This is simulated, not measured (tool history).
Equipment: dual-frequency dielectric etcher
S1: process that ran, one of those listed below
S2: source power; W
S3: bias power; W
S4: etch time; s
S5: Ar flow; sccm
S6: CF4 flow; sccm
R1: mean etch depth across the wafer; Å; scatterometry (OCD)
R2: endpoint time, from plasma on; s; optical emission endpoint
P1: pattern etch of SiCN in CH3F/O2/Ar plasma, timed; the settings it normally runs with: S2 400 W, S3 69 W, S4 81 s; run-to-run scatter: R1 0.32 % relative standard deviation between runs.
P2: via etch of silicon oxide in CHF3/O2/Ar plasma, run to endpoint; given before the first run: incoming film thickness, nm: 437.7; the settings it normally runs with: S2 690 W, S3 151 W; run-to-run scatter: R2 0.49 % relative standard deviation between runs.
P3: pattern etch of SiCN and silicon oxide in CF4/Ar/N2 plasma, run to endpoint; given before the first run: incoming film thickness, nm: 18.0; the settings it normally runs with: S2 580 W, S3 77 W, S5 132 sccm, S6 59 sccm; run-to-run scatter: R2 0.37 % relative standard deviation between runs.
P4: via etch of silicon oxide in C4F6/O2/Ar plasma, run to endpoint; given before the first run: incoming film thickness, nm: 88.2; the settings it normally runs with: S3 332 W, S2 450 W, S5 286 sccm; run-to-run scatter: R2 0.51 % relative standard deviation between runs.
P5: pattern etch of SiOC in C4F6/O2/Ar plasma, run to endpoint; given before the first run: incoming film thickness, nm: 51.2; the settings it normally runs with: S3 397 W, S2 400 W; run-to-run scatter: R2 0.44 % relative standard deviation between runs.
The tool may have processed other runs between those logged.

run	hour	S1	S2	S3	S4	S5	S6	R1	R2
1	8	P1	400	69	81			302.68	
2	16.3	P3	580	50		132	59		19.877
3	20.1	P4	450	332		286			21.775
4	27.1	P1	400	69	81			299.69	
5	35.4	P1	510	44	81			283.93	
6	42.4	P1	400	69	55.5			205.75	
7	49	P1	400	69	104			384.81	
8	54.8	P3	580	77		132	59		17.232
9	62.2	P1	400	51	81			270.01	
10	68.9	P1	400	69	81			299.65	
11	77.3	P1	400	69	81			300.13	
12	83.3	P1	480	69	81			320.53	
13	90.7	P2	690	151					214.97
14	98.4	P5	400	318					20.467
# hour 101.1: wet clean of the chamber
15	103.6	P1	470	90	81			352.26	
16	108.9	P5	400	397					18.979
# hour 115.6: bias power generator calibrated
17	116.7	P4	610	332		286			19.057
18	123.2	P4	450	332		183			20.718
19	131	P3	740	77		132	59		13.867
20	137.7	P4	450	200		286			25.442
21	144.5	P3	580	77		132	82		16.196
22	150.9	P3	580	77		184	59		18.186
23	156.4	P2	840	151					198.36
24	163.5	P1	470	87	81			346.39	
25	171	P1	400	97	81			339.12	
26	174.9	P2	690	151					214.47
27	181.7	P3	580	77		132	59		17.074
28	186.7	P2	690	122					229.29
29	191	P5	290	397					21.199
30	196.1	P1	290	69	81			267.07	
31	199.8	P1	400	69	81			301.21	
32	205.6	P1	400	69	81			300.74	
33	213.4	P1	400	69	81			303.01	
34	217.4	P1	400	69	81			303.57	
35	221.1	P1	400	69	81			304.67	
36	227.5	P1	400	69	81			304.42	
37	235.6	P1	400	69	81			305.44	
38	240.2	P1	400	69	81			302.2	
39	245.4	P1	400	69	81			305.62	
# hour 246.6: wet clean of the chamber
40	253.5	P1	400	69	81			304.99	
41	261.4	P1	400	69	81			305.18	
42	266	P1	400	69	81			305.13	
43	270.5	P1	400	69	81			305.68	

The log shows P1 creeping away from where it was. Any of the 2 causes listed here, at the size stated for it, fits the log just as well as the others:
A: source power that arrives over what is set, % = 4.3
B: bias power that arrives over what is set, % = 4.62
The onset of the drift is placed at about hour 205.6.
Each remaining cause and why it is not a fit:
chamber walls in a state that raises the etch rate, %: serviced at hour 246.6, which brought nothing back

Of the 4 check runs below, each run on 2 wafers with the results averaged and each result still a question mark, which one would tell the listed causes apart?
check 1	275	P4	450	278		184			?
check 2	275	P2	830	151					?
check 3	275	P3	740	77		132	59		?
check 4	275	P5	320	397					?

What each check would give under each cause:
check	result	if A	if B
check 1	R2	21.524	21.539
check 2	R2	195.98	196.39
check 3	R2	13.359	13.64
check 4	R2	20.29	20.272
Minimum pairwise separation of causes per check, each pair taken at its best-separating result: check 1 0.07 %; check 2 0.21 %; check 3 2.08 %; check 4 0.09 %
Only check 3 tells the causes apart: in the others they would give nearly the same result.

Check 3 has now been run. It gave: R2 13.612 s. Which of the candidate causes is it?

Of the candidate causes, it is B: bias power that arrives over what is set, %.
